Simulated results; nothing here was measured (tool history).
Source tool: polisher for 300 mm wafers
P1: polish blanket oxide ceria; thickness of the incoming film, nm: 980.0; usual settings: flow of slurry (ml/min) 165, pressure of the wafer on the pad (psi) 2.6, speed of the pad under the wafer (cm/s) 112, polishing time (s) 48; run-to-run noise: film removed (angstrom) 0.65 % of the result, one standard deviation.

run,hour,flow of slurry (ml/min),pressure of the wafer on the pad (psi),speed of the pad under the wafer (cm/s),polishing time (s),wafers polished on this pad,hours since the slurry nozzle was cleaned,hours since the head pressure was calibrated,film removed (angstrom)
1,8.9,165,2.6,112,48,285,689.3,410.4,2312.7
2,18.7,255,2.6,112,48,350,699.1,420.2,2460.1
3,24.1,165,2.6,112,48,386,704.5,425.6,2333.1
4,32.5,165,2.6,112,48,443,712.9,434,2338.2
5,40.7,165,2.6,170,48,497,721.1,442.2,3507.1
6,45.5,165,2.6,76,22,529,725.9,447,725.47
7,53.3,165,2.6,56,48,581,733.7,454.8,1162.2
8,63.1,165,2.6,112,32,647,743.5,464.6,1548.8
# hour 70.1: head pressure recalibrated
9,72.1,165,1.2,112,28,707,752.5,2.1,627.73
10,81.4,105,2.6,112,48,769,761.8,11.4,2134.7
11,87.4,165,2.6,112,71,809,767.8,17.4,3448.9
12,96.1,165,1.6,112,48,867,776.5,26.1,1425.8
13,101.4,100,1.9,112,48,903,781.8,31.4,1538.2
14,111,165,4,112,48,967,791.4,41,3552.9
15,116,165,2.6,112,48,1000,796.4,46,2322.6
16,122.3,165,2.6,112,48,1042,802.7,52.3,2329.9
17,127.8,165,2.6,112,48,1079,808.2,57.8,2314.7
18,137.2,165,2.6,112,48,1142,817.6,67.2,2266.9
19,144.8,165,2.6,112,48,1192,825.2,74.8,2222.6
20,152.5,165,2.6,112,48,1244,832.9,82.5,2213.7
21,160.5,165,2.6,112,48,1297,840.9,90.5,2171
22,168.6,165,2.6,112,48,1351,849,98.6,2167.3
23,175.9,165,2.6,112,48,1400,856.3,105.9,2166
24,183.4,165,2.6,112,48,1450,863.8,113.4,2181.2
# hour 184.3: worn pad replaced by a new one
25,191.4,165,2.6,112,48,47,871.8,121.4,2136
26,198.9,165,2.6,112,48,97,879.3,128.9,2164.2
27,205,165,2.6,112,48,138,885.4,135,2142

Run 28 is up next; what results do you expect?
28,212.2,165,2.6,112,48,186,892.6,142.2,?

{"run 28": {"film removed (angstrom)": 2144.5}}

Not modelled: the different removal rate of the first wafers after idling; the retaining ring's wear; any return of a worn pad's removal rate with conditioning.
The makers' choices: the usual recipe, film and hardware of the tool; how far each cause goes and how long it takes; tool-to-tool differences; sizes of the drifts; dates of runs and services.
